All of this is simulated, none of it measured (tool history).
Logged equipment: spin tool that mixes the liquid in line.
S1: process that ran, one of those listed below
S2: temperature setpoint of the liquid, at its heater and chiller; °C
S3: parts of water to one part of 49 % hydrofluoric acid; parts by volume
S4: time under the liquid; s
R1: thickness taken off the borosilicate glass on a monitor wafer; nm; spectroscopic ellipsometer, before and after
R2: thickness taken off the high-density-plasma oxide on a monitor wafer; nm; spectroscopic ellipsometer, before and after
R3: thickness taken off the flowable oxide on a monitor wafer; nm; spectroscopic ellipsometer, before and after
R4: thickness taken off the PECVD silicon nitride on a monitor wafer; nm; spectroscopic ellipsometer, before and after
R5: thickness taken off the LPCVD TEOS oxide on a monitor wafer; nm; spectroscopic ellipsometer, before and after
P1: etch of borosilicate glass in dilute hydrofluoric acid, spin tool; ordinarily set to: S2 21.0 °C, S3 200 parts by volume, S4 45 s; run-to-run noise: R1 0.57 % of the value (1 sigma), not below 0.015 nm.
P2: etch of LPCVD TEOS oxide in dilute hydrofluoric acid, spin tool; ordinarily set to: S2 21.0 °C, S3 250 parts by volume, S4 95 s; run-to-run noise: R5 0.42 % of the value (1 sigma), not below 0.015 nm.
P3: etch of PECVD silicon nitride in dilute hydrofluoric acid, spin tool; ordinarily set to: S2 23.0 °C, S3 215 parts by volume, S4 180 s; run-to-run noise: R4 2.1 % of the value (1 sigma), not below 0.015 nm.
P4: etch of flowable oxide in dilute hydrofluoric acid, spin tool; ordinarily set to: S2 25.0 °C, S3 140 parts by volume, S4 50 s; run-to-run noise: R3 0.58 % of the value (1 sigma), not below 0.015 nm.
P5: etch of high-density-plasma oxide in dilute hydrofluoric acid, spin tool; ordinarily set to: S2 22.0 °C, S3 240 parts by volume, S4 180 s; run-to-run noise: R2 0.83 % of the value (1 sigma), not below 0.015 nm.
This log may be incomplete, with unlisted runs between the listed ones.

run 1 hour=17.6 | S1=P1 S2=21.0 S3=200 S4=45 | R1=4.7967
run 2 hour=34.6 | S1=P5 S2=22.0 S3=240 S4=285 | R2=4.7855
run 3 hour=43.0 | S1=P4 S2=25.0 S3=80 S4=50 | R3=17.4630
run 4 hour=57.4 | S1=P1 S2=21.0 S3=360 S4=45 | R1=2.2606
run 5 hour=67.3 | S1=P3 S2=17.5 S3=215 S4=180 | R4=0.93176
run 6 hour=77.8 | S1=P3 S2=23.0 S3=105 S4=180 | R4=2.78780
run 7 hour=92.8 | S1=P1 S2=28.0 S3=100 S4=45 | R1=13.8490
run 8 hour=107.7 | S1=P5 S2=18.0 S3=240 S4=180 | R2=2.6010
run 9 hour=125.1 | S1=P1 S2=17.0 S3=40 S4=45 | R1=23.9460
run 10 hour=139.5 | S1=P4 S2=25.0 S3=140 S4=25 | R3=4.6582
run 11 hour=158.7 | S1=P2 S2=21.0 S3=370 S4=95 | R5=3.5469
run 12 hour=174.9 | S1=P5 S2=22.0 S3=240 S4=180 | R2=3.0100
run 13 hour=189.0 | S1=P2 S2=21.0 S3=250 S4=95 | R5=5.9267
run 14 hour=207.5 | S1=P4 S2=20.5 S3=140 S4=50 | R3=7.7567
run 15 hour=221.8 | S1=P3 S2=23.0 S3=215 S4=50 | R4=0.38750
run 16 hour=237.4 | S1=P1 S2=17.0 S3=200 S4=45 | R1=4.0918
run 17 hour=250.2 | S1=P2 S2=17.0 S3=250 S4=95 | R5=5.0961
run 18 hour=265.2 | S1=P1 S2=25.0 S3=200 S4=45 | R1=5.4472
run 19 hour=279.9 | S1=P1 S2=21.0 S3=75 S4=45 | R1=14.4840
run 20 hour=296.3 | S1=P2 S2=21.0 S3=250 S4=95 | R5=5.9035
run 21 hour=308.8 | S1=P1 S2=21.0 S3=200 S4=15 | R1=1.5590
run 22 hour=322.4 | S1=P4 S2=25.0 S3=140 S4=50 | R3=9.2928
run 23 hour=330.9 | S1=P1 S2=21.0 S3=110 S4=70 | R1=14.9130
run 24 hour=348.9 | S1=P1 S2=21.0 S3=200 S4=45 | R1=4.7324
run 25 hour=366.8 | S1=P2 S2=21.0 S3=250 S4=160 | R5=9.9965
run 26 hour=382.4 | S1=P3 S2=23.0 S3=215 S4=180 | R4=1.38280
run 27 hour=392.9 | S1=P1 S2=21.0 S3=200 S4=45 | R1=4.7799
run 28 hour=409.6 | S1=P1 S2=21.0 S3=200 S4=45 | R1=4.7248
run 29 hour=427.1 | S1=P5 S2=22.0 S3=365 S4=180 | R2=1.8246
run 30 hour=437.5 | S1=P4 S2=25.0 S3=140 S4=50 | R3=9.3540
run 31 hour=454.5 | S1=P1 S2=21.0 S3=200 S4=75 | R1=7.9640
run 32 hour=468.8 | S1=P1 S2=21.0 S3=200 S4=45 | R1=4.7519
run 33 hour=480.5 | S1=P3 S2=23.0 S3=215 S4=180 | R4=1.40940
run 34 hour=490.1 | S1=P1 S2=21.0 S3=200 S4=45 | R1=4.8048
run 35 hour=507.4 | S1=P1 S2=21.0 S3=200 S4=45 | R1=4.6013
run 36 hour=526.2 | S1=P1 S2=21.0 S3=200 S4=45 | R1=4.5098
run 37 hour=537.9 | S1=P1 S2=21.0 S3=200 S4=45 | R1=4.4620
run 38 hour=553.4 | S1=P1 S2=21.0 S3=200 S4=45 | R1=4.3765
run 39 hour=569.2 | S1=P1 S2=21.0 S3=200 S4=45 | R1=4.3963
run 40 hour=585.5 | S1=P1 S2=21.0 S3=200 S4=45 | R1=4.3992
run 41 hour=596.5 | S1=P1 S2=21.0 S3=200 S4=45 | R1=4.3489
run 42 hour=611.5 | S1=P1 S2=21.0 S3=200 S4=45 | R1=4.3334
run 43 hour=620.2 | S1=P1 S2=21.0 S3=200 S4=45 | R1=4.3745
run 44 hour=638.5 | S1=P1 S2=21.0 S3=200 S4=45 | R1=4.3622
run 45 hour=649.4 | S1=P1 S2=21.0 S3=200 S4=45 | R1=4.3506

The output of P1 has drifted from where it used to be. Each of the 2 causes below, taken at the size shown beside it, accounts for the log equally well:
A: hydrofluoric acid flow below the setpoint (%) = 7.22
B: liquid colder than its thermometer reads (K) = 2.34
The creep began at about hour 490.1.

4 check runs are offered, each on 5 wafers whose results are averaged, their results left as question marks. Which one tells the causes apart?
run check 1 hour=660.3 | S1=P5 S2=22.0 S3=240 S4=180 | R2=?
run check 2 hour=660.3 | S1=P2 S2=21.0 S3=250 S4=95 | R5=?
run check 3 hour=660.3 | S1=P3 S2=23.0 S3=215 S4=180 | R4=?
run check 4 hour=660.3 | S1=P4 S2=25.0 S3=140 S4=50 | R3=?

Outcome of each check run for each possible cause:
check=check_1 result=R2 if_A=2.7584 if_B=2.7743
check=check_2 result=R5 if_A=5.4072 if_B=5.4362
check=check_3 result=R4 if_A=1.26870 if_B=1.17540
check=check_4 result=R3 if_A=8.4717 if_B=8.4504
Per-check spread between the two closest causes, in the result where they differ most: check 1 0.57 %; check 2 0.53 %; check 3 7.64 %; check 4 0.25 %
Check 3 is the one run that separates the causes; every other check would come out nearly the same whichever cause is at work.

Check 3 was then run and gave: R4 1.18080 nm. Which cause is it?

It was cause B: liquid colder than its thermometer reads (K).
